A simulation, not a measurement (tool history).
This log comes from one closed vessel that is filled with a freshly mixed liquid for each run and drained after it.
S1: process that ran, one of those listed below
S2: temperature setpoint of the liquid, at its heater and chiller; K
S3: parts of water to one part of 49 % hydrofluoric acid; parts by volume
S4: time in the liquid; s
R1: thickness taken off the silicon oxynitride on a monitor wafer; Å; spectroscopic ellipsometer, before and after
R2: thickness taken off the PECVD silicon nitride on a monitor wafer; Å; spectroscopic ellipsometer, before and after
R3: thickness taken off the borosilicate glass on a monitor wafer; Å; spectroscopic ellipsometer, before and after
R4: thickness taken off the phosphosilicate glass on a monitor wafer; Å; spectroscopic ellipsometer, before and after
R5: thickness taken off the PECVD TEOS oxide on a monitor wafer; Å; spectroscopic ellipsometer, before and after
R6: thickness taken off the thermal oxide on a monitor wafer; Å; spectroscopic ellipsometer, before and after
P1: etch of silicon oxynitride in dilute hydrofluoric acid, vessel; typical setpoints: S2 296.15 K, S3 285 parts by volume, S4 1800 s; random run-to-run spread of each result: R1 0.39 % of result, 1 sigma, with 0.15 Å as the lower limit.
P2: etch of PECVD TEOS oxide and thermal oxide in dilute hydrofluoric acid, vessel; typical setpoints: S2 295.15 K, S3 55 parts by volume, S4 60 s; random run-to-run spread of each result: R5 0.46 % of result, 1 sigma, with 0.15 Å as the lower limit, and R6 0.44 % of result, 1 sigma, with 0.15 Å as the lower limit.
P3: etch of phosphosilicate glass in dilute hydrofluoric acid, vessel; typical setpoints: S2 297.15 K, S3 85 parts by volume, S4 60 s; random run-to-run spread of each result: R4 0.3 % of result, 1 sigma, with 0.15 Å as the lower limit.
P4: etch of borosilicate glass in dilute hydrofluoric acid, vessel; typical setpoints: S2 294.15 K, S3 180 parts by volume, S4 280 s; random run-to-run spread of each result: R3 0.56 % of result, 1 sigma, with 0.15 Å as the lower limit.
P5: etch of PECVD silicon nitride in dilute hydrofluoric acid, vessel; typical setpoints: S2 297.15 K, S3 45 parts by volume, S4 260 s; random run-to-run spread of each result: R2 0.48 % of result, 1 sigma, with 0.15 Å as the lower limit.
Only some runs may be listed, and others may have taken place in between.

Run 1, hour 9.3: S1 P1, S2 296.15 K, S3 285 parts by volume, S4 1800 s. Result: R1 201.920 Å.
Run 2, hour 18.0: S1 P1, S2 290.15 K, S3 135 parts by volume, S4 1800 s. Result: R1 354.290 Å.
Run 3, hour 27.5: S1 P1, S2 296.15 K, S3 285 parts by volume, S4 1800 s. Result: R1 203.410 Å.
Run 4, hour 40.7: S1 P5, S2 297.15 K, S3 45 parts by volume, S4 65 s. Result: R2 44.475 Å.
Run 5, hour 48.6: S1 P1, S2 300.15 K, S3 285 parts by volume, S4 1800 s. Result: R1 240.170 Å.
Run 6, hour 57.7: S1 P1, S2 296.15 K, S3 285 parts by volume, S4 1800 s. Result: R1 203.550 Å.
Run 7, hour 70.3: S1 P1, S2 290.15 K, S3 285 parts by volume, S4 1800 s. Result: R1 155.900 Å.
Run 8, hour 83.1: S1 P4, S2 294.15 K, S3 180 parts by volume, S4 280 s. Result: R3 458.13 Å.
Run 9, hour 97.3: S1 P1, S2 296.15 K, S3 180 parts by volume, S4 1800 s. Result: R1 345.480 Å.
Run 10, hour 112.3: S1 P3, S2 290.15 K, S3 85 parts by volume, S4 60 s. Result: R4 590.24 Å.
Run 11, hour 128.1: S1 P1, S2 296.15 K, S3 285 parts by volume, S4 2850 s. Result: R1 322.800 Å.
Run 12, hour 137.0: S1 P1, S2 296.15 K, S3 285 parts by volume, S4 1800 s. Result: R1 204.140 Å.
Run 13, hour 146.1: S1 P2, S2 295.15 K, S3 55 parts by volume, S4 30 s. Result: R5 46.004 Å, R6 22.941 Å.
Run 14, hour 163.0: S1 P1, S2 296.15 K, S3 285 parts by volume, S4 1800 s. Result: R1 204.150 Å.
Run 15, hour 170.8: S1 P3, S2 297.15 K, S3 85 parts by volume, S4 60 s. Result: R4 787.29 Å.
Run 16, hour 186.3: S1 P2, S2 295.15 K, S3 55 parts by volume, S4 60 s. Result: R5 91.408 Å, R6 46.962 Å.
Run 17, hour 199.7: S1 P4, S2 294.15 K, S3 35 parts by volume, S4 280 s. Result: R3 2791.80 Å.
Run 18, hour 213.6: S1 P3, S2 297.15 K, S3 120 parts by volume, S4 60 s. Result: R4 534.03 Å.
Run 19, hour 226.6: S1 P5, S2 304.15 K, S3 45 parts by volume, S4 260 s. Result: R2 283.660 Å.
Run 20, hour 236.5: S1 P4, S2 301.15 K, S3 180 parts by volume, S4 280 s. Result: R3 598.64 Å.
Run 21, hour 250.7: S1 P2, S2 295.15 K, S3 80 parts by volume, S4 60 s. Result: R5 61.070 Å, R6 31.144 Å.
Run 22, hour 260.2: S1 P3, S2 297.15 K, S3 85 parts by volume, S4 90 s. Result: R4 1179.40 Å.
At hour 269.9: thermometer replaced.
Run 23, hour 273.4: S1 P1, S2 296.15 K, S3 285 parts by volume, S4 1800 s. Result: R1 203.500 Å.
Run 24, hour 288.9: S1 P4, S2 294.15 K, S3 180 parts by volume, S4 105 s. Result: R3 172.35 Å.
Run 25, hour 301.3: S1 P5, S2 297.15 K, S3 45 parts by volume, S4 260 s. Result: R2 181.320 Å.
Run 26, hour 312.5: S1 P2, S2 299.15 K, S3 55 parts by volume, S4 60 s. Result: R5 107.750 Å, R6 54.681 Å.
Run 27, hour 329.4: S1 P1, S2 296.15 K, S3 485 parts by volume, S4 1800 s. Result: R1 106.600 Å.
Run 28, hour 339.1: S1 P1, S2 296.15 K, S3 285 parts by volume, S4 190 s. Result: R1 21.426 Å.
Run 29, hour 353.1: S1 P5, S2 297.15 K, S3 45 parts by volume, S4 260 s. Result: R2 182.490 Å.
Run 30, hour 366.5: S1 P5, S2 297.15 K, S3 20 parts by volume, S4 260 s. Result: R2 396.420 Å.
Run 31, hour 376.1: S1 P1, S2 296.15 K, S3 285 parts by volume, S4 1800 s. Result: R1 202.980 Å.
Run 32, hour 386.7: S1 P1, S2 296.15 K, S3 285 parts by volume, S4 1800 s. Result: R1 196.880 Å.
Run 33, hour 397.8: S1 P1, S2 296.15 K, S3 285 parts by volume, S4 1800 s. Result: R1 192.310 Å.
Run 34, hour 409.8: S1 P1, S2 296.15 K, S3 285 parts by volume, S4 1800 s. Result: R1 191.370 Å.
Run 35, hour 425.7: S1 P1, S2 296.15 K, S3 285 parts by volume, S4 1800 s. Result: R1 188.760 Å.
Run 36, hour 441.0: S1 P1, S2 296.15 K, S3 285 parts by volume, S4 1800 s. Result: R1 187.790 Å.
Run 37, hour 456.1: S1 P1, S2 296.15 K, S3 285 parts by volume, S4 1800 s. Result: R1 186.780 Å.

What P1 gives has crept away from where it was. These 2 causes fit the log equally well, each at the size given:
A: liquid colder than its thermometer reads (K) = 1.9
B: hydrofluoric acid flow below the setpoint (%) = 6.68
Creep in the process output first set in at about hour 376.1.

Below are 4 check runs, each on a single wafer, with their results shown as question marks. Which of them would tell the listed causes apart, meaning the causes would give clearly different results under it?
Run check 1, hour 471.2: S1 P2, S2 295.15 K, S3 55 parts by volume, S4 60 s. Result: R5 ?, R6 ?.
Run check 2, hour 471.2: S1 P4, S2 294.15 K, S3 180 parts by volume, S4 280 s. Result: R3 ?.
Run check 3, hour 471.2: S1 P5, S2 297.15 K, S3 45 parts by volume, S4 260 s. Result: R2 ?.
Run check 4, hour 471.2: S1 P3, S2 297.15 K, S3 85 parts by volume, S4 60 s. Result: R4 ?.

What each check would give under each cause:
  check  result     if A     if B
check 1      R5   84.378   84.855
check 1      R6   42.914   43.156
check 2      R3   427.13   423.71
check 3      R2  158.650  168.760
check 4      R4   727.79   727.83
Distance between the nearest two causes, measured in the result of the check that separates them most: check 1 0.56 %; check 2 0.8 %; check 3 6.18 %; check 4 0.01 %
The other checks would show nearly matching results whichever cause is true, so check 3 is the only one that separates the causes.

Then check 3 was run and gave: R2 168.150 Å. Which cause is it?

It is B: hydrofluoric acid flow below the setpoint (%).
